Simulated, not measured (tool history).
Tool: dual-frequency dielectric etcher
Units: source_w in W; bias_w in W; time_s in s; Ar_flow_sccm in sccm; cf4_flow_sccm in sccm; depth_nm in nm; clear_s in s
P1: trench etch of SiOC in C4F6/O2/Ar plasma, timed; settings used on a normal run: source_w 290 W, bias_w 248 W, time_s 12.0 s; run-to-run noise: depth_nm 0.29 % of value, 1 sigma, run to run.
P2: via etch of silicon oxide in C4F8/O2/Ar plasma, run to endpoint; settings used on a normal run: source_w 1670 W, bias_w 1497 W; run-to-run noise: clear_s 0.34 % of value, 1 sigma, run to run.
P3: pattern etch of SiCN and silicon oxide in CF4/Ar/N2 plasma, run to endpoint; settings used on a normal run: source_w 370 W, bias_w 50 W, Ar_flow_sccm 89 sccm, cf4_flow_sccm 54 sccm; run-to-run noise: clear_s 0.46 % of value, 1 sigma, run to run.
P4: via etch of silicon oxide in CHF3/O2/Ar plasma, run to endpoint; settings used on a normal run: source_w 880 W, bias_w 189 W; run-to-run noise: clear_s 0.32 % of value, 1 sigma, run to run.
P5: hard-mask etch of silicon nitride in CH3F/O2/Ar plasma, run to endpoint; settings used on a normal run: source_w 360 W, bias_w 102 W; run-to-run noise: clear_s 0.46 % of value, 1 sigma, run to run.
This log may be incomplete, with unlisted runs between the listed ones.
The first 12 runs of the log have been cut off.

run	hour	process	source_w	bias_w	time_s	Ar_flow_sccm	cf4_flow_sccm	depth_nm	clear_s
# hour 64.1: wet clean of the chamber
13	64.8	P1	290	248	12.0			24.836	
14	69.3	P1	220	339	12.0			25.058	
15	74.0	P4	880	189					299.820
16	78.5	P2	1670	1497					235.670
17	83.6	P5	500	102					54.583
18	88.8	P3	220	50		89	54		35.858
19	94.2	P1	410	248	12.0			28.284	
20	98.8	P4	550	189					360.520
21	102.2	P1	290	248	12.0			24.768	

What does the tool deliver on the next run?
22	107.5	P2	1670	1920					?

Run 22 came out at clear_s 221.370 s.

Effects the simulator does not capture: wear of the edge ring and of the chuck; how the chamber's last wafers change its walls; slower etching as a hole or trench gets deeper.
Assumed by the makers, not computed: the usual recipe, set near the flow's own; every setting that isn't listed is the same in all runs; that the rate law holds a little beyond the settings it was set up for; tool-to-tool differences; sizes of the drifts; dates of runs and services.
